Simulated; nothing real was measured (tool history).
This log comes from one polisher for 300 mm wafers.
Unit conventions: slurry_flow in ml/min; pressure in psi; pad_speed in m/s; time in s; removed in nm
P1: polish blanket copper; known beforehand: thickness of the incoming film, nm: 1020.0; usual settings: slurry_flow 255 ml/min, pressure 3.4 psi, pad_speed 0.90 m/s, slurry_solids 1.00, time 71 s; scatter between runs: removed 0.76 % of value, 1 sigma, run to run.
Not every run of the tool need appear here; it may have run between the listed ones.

| run | hour | slurry_flow | pressure | pad_speed | slurry_solids | time | removed |
|---|---|---|---|---|---|---|---|
| 1 | 18.1 | 255 | 3.4 | 0.90 | 1.00 | 71 | 218.27 |
| 2 | 28.4 | 255 | 1.6 | 0.90 | 1.00 | 71 | 102.98 |
|  | 33.0 | worn pad replaced by a new one |
| 3 | 42.3 | 255 | 4.5 | 1.22 | 1.00 | 71 | 398.01 |
| 4 | 51.9 | 255 | 3.4 | 0.90 | 1.00 | 92 | 284.01 |
| 5 | 69.3 | 255 | 3.4 | 0.48 | 1.00 | 71 | 117.87 |
| 6 | 80.0 | 155 | 3.4 | 0.90 | 1.40 | 71 | 219.80 |
| 7 | 90.5 | 155 | 3.4 | 0.90 | 1.00 | 71 | 206.17 |
| 8 | 104.8 | 255 | 3.4 | 0.90 | 1.00 | 71 | 218.56 |
| 9 | 114.8 | 255 | 3.4 | 0.90 | 1.00 | 71 | 217.69 |
| 10 | 123.3 | 255 | 3.4 | 0.90 | 1.00 | 71 | 219.41 |
| 11 | 141.6 | 385 | 3.4 | 0.90 | 1.00 | 71 | 231.34 |
| 12 | 150.5 | 255 | 3.4 | 0.90 | 1.00 | 42 | 129.24 |
| 13 | 161.0 | 255 | 3.4 | 0.90 | 0.75 | 71 | 209.83 |
| 14 | 177.4 | 255 | 3.4 | 1.44 | 1.00 | 71 | 353.17 |
| 15 | 188.6 | 255 | 3.4 | 0.90 | 1.30 | 71 | 234.88 |
| 16 | 202.3 | 255 | 3.4 | 0.48 | 1.00 | 92 | 153.49 |
| 17 | 215.9 | 255 | 5.1 | 0.90 | 1.00 | 71 | 330.80 |
| 18 | 227.5 | 255 | 3.4 | 0.90 | 1.00 | 71 | 219.61 |
| 19 | 237.9 | 255 | 3.4 | 0.90 | 1.00 | 71 | 219.52 |
| 20 | 246.5 | 255 | 3.4 | 0.90 | 1.00 | 71 | 214.78 |
| 21 | 255.0 | 255 | 3.4 | 0.90 | 1.00 | 71 | 210.01 |
| 22 | 266.1 | 255 | 3.4 | 0.90 | 1.00 | 71 | 209.99 |
|  | 279.7 | slurry blender recalibrated |
| 23 | 282.0 | 255 | 3.4 | 0.90 | 1.00 | 71 | 209.14 |
|  | 284.6 | worn pad replaced by a new one |
| 24 | 295.5 | 255 | 3.4 | 0.90 | 1.00 | 71 | 206.49 |
| 25 | 307.2 | 255 | 3.4 | 0.90 | 1.00 | 71 | 204.11 |
| 26 | 322.8 | 255 | 3.4 | 0.90 | 1.00 | 71 | 205.85 |

The output of P1 has drifted from where it used to be. Each of the 2 causes below, taken at the size shown beside it, accounts for the log equally well:
A: head's pressure below its setpoint, % = 6.25
B: slurry flow missing at the pad, % = 38.6
The gradual shift began around hour 237.9.
Every other cause this tool's parts could produce, and why it does not fit the log:
removal rate lost through wear of the pad, %: serviced at hour 284.6, after the change had begun; the process did not return to its earlier output
abrasive missing from the slurry, %: serviced at hour 279.7, after the change had begun; the process did not return to its earlier output

4 check runs are offered, each on 3 wafers whose results are averaged, their results left as question marks. Which one tells the causes apart?
| check 1 | 338.4 | 160 | 5.1 | 0.90 | 1.00 | 71 | ? |
| check 2 | 338.4 | 255 | 3.4 | 1.34 | 1.00 | 71 | ? |
| check 3 | 338.4 | 255 | 2.5 | 0.90 | 1.00 | 71 | ? |
| check 4 | 338.4 | 255 | 3.4 | 0.90 | 1.25 | 71 | ? |

What each check would give under each cause:
| check | result | if A | if B |
|---|---|---|---|
| check 1 | removed | 290.88 | 280.99 |
| check 2 | removed | 306.85 | 306.88 |
| check 3 | removed | 151.54 | 151.56 |
| check 4 | removed | 216.33 | 216.35 |
Per check, the gap between the least separated pair of causes, taken in the result that splits them most: check 1 3.46 %; check 2 0.01 %; check 3 0.01 %; check 4 0.01 %
Check 1 is the one run that separates the causes; every other check would come out nearly the same whichever cause is at work.

Check 1 has now been run. It gave: removed 292.71 nm. Which of the candidate causes is it?

It was cause A: head's pressure below its setpoint, %.
